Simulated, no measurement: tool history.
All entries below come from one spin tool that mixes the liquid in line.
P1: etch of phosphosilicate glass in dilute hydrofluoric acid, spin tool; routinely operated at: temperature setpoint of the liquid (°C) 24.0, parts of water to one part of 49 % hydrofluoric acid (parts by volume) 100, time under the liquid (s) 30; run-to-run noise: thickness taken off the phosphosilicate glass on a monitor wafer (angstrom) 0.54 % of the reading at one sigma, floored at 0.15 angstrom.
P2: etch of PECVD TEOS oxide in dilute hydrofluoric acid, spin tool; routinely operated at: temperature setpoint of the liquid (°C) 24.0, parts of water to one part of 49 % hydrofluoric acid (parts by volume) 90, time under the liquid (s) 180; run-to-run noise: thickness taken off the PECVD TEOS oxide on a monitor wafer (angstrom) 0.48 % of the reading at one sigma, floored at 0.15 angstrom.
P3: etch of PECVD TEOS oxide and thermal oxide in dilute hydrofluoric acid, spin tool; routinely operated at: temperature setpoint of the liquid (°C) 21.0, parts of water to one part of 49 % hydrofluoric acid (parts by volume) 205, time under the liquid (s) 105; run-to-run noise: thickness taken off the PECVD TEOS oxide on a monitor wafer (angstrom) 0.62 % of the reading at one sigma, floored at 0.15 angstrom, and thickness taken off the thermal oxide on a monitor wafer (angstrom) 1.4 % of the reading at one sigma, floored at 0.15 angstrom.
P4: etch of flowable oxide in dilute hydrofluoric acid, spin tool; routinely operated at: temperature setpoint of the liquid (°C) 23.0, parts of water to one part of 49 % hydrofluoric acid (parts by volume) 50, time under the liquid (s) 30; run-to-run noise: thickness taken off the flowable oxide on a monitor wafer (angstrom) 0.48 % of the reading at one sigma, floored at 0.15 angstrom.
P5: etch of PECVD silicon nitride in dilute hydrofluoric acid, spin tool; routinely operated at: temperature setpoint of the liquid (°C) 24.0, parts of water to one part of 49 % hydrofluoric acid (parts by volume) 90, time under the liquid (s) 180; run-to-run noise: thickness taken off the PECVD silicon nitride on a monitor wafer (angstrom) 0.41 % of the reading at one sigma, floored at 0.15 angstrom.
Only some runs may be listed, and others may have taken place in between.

run	day	process that ran	temperature setpoint of the liquid (°C)	parts of water to one part of 49 % hydrofluoric acid (parts by volume)	time under the liquid (s)	thickness taken off the phosphosilicate glass on a monitor wafer (angstrom)	thickness taken off the PECVD TEOS oxide on a monitor wafer (angstrom)	thickness taken off the PECVD silicon nitride on a monitor wafer (angstrom)	thickness taken off the flowable oxide on a monitor wafer (angstrom)	thickness taken off the thermal oxide on a monitor wafer (angstrom)
1	0.358	P1	24.0	100	30	266.60				
2	0.900	P2	24.0	90	180		478.750			
3	1.483	P1	24.0	100	30	264.56				
4	1.821	P5	24.0	90	180			55.058		
5	2.154	P1	24.0	185	30	130.79				
6	2.508	P4	23.0	50	55				499.33	
7	3.112	P1	24.0	100	55	484.59				
8	3.600	P1	24.0	100	15	133.98				
9	4.029	P2	24.0	90	180		480.540			
10	4.596	P1	24.0	100	30	266.04				
11	5.275	P1	24.0	100	30	266.28				
12	5.838	P1	24.0	20	30	1478.30				
13	6.379	P5	20.5	90	180			43.581		
14	6.692	P5	24.0	90	90			27.416		
# day 6.762: thermometer replaced
15	7.258	P3	21.0	205	200		100.360			34.270
16	7.754	P4	23.0	20	30				703.74	
17	8.175	P1	20.0	100	30	225.19				
18	8.554	P2	24.0	90	325		862.740			
19	9.012	P3	17.0	205	105		44.639			15.816
20	9.525	P1	29.0	100	30	319.85				
21	9.958	P3	21.0	320	105		30.602			10.514
22	10.421	P2	31.5	90	180		639.090			
23	11.025	P2	24.0	150	180		266.630			
24	11.325	P1	18.5	25	30	922.42				
25	11.708	P4	17.0	50	30				209.45	
26	12.254	P4	23.0	50	30				271.03	
27	12.896	P4	23.0	50	30				271.40	
28	13.304	P1	24.0	100	30	267.11				
29	13.938	P3	21.0	205	105		52.681			18.426
30	14.438	P5	24.0	145	180			34.557		
31	14.862	P1	24.0	100	30	267.99				
32	15.425	P1	24.0	100	30	275.50				
33	16.017	P1	24.0	100	30	273.40				
34	16.454	P1	24.0	100	30	277.35				
35	16.875	P1	24.0	100	30	276.69				
36	17.271	P1	24.0	100	30	280.71				
37	17.867	P1	24.0	100	30	281.18				
38	18.375	P1	24.0	100	30	282.20				
39	18.779	P1	24.0	100	30	280.64				
40	19.321	P1	24.0	100	30	282.27				

What P1 gives has crept away from where it was. These 2 causes fit the log equally well, each at the size given:
A: hydrofluoric acid flow above the setpoint (%) = 5.24
B: liquid hotter than its thermometer reads (K) = 1.46
Onset of the creep was near day 14.862.

Question marks stand in for the results of the 4 check runs listed below, each run on one wafer. Under which run would the listed causes show clearly different results?
check 1	19.862	P3	21.0	205	105		?			?
check 2	19.862	P5	24.0	90	180			?		
check 3	19.862	P2	24.0	90	180		?			
check 4	19.862	P4	23.0	50	30				?	

Expected result of each check under each candidate cause:
check	result	if A	if B
check 1	thickness taken off the PECVD TEOS oxide on a monitor wafer (angstrom)	55.984	55.639
check 1	thickness taken off the thermal oxide on a monitor wafer (angstrom)	19.472	19.351
check 2	thickness taken off the PECVD silicon nitride on a monitor wafer (angstrom)	58.049	60.765
check 3	thickness taken off the PECVD TEOS oxide on a monitor wafer (angstrom)	505.990	506.610
check 4	thickness taken off the flowable oxide on a monitor wafer (angstrom)	286.20	287.90
Distance between the nearest two causes, measured in the result of the check that separates them most: check 1 0.62 %; check 2 4.57 %; check 3 0.12 %; check 4 0.59 %
The causes can be told apart only by check 2. The other checks would give nearly the same results under each of them.

Running check 2 produced the following: thickness taken off the PECVD silicon nitride on a monitor wafer (angstrom) 60.417. Which one of the listed causes fits?

It was cause B: liquid hotter than its thermometer reads (K).
